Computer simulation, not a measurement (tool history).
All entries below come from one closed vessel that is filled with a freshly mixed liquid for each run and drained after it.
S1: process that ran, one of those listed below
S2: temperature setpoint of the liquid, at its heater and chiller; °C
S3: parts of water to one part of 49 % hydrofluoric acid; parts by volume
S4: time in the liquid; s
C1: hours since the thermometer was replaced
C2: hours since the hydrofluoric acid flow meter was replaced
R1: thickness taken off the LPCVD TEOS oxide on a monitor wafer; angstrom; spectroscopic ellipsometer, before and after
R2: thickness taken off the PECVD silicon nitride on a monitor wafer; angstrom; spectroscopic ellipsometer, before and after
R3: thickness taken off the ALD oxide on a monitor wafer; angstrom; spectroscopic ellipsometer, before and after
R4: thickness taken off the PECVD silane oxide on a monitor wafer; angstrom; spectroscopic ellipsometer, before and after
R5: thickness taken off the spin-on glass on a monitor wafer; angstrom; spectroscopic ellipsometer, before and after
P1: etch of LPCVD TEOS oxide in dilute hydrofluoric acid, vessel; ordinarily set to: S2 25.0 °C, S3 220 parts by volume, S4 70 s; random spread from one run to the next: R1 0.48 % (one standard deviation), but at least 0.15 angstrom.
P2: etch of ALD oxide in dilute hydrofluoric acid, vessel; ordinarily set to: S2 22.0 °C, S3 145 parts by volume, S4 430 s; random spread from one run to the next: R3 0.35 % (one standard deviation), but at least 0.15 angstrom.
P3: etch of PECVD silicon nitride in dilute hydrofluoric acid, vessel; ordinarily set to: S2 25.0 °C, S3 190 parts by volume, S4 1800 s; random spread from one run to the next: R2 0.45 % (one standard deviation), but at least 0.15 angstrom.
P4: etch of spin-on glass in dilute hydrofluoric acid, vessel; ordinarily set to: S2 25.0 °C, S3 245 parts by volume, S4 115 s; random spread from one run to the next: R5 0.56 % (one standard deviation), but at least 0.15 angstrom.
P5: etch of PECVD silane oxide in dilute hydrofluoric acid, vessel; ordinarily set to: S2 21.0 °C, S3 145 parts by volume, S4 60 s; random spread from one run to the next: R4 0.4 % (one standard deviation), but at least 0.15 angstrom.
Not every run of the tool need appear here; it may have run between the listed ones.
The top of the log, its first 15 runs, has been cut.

run   hour  S1    S2   S3    S4     C1     C2      R1      R2      R3       R4      R5
 16  113.5  P1  25.0  220    70  445.2  801.5  50.690
 17  118.8  P5  21.0  260    60  450.5  806.8                           55.174
 18  123.4  P1  25.0  220    70  455.1  811.4  51.087
 19  129.3  P5  21.0  145    60  461.0  817.3                          110.660
 20  134.2  P1  25.0  220    30  465.9  822.2  22.107
 21  143.1  P2  22.0  145   430  474.8  831.1                  399.63
 22  152.4  P4  25.0  245   115  484.1  840.4                                   184.72
 23  161.9  P3  25.0  190  1800  493.6  849.9          244.18
 24  172.0  P4  19.0  245   115  503.7  860.0                                   148.88
 25  182.1  P2  22.0  215   430  513.8  870.1                  249.53
 26  190.7  P4  25.0  245   195  522.4  878.7                                   315.63
 27  199.5  P1  21.0  220   115  531.2  887.5  72.185
 28  207.0  P4  25.0  375   115  538.7  895.0                                   106.14
 29  213.2  P5  21.0  145    60  544.9  901.2                          110.580
 30  222.6  P1  25.0  370    70  554.3  910.6  25.498
 31  232.6  P1  17.5  220    70  564.3  920.6  38.415
 32  239.9  P3  20.0  190  1800  571.6  927.9          175.56
 33  250.0  P5  28.5  145    60  581.7  938.0                          147.200
 34  257.8  P1  25.0  220    70  589.5  945.8  50.634
 35  264.5  P1  25.0  220    70  596.2  952.5  49.501
 36  273.4  P1  25.0  220    70  605.1  961.4  48.195
 37  280.0  P1  25.0  220    70  611.7  968.0  47.569
 38  286.9  P1  25.0  220    70  618.6  974.9  47.200
 39  293.6  P1  25.0  220    70  625.3  981.6  47.090
 40  299.1  P1  25.0  220    70  630.8  987.1  46.796

Expected results for the next run?
 41  305.3  P1  25.0  220  70  637.0  993.3   ?

R1: 46.345 angstrom
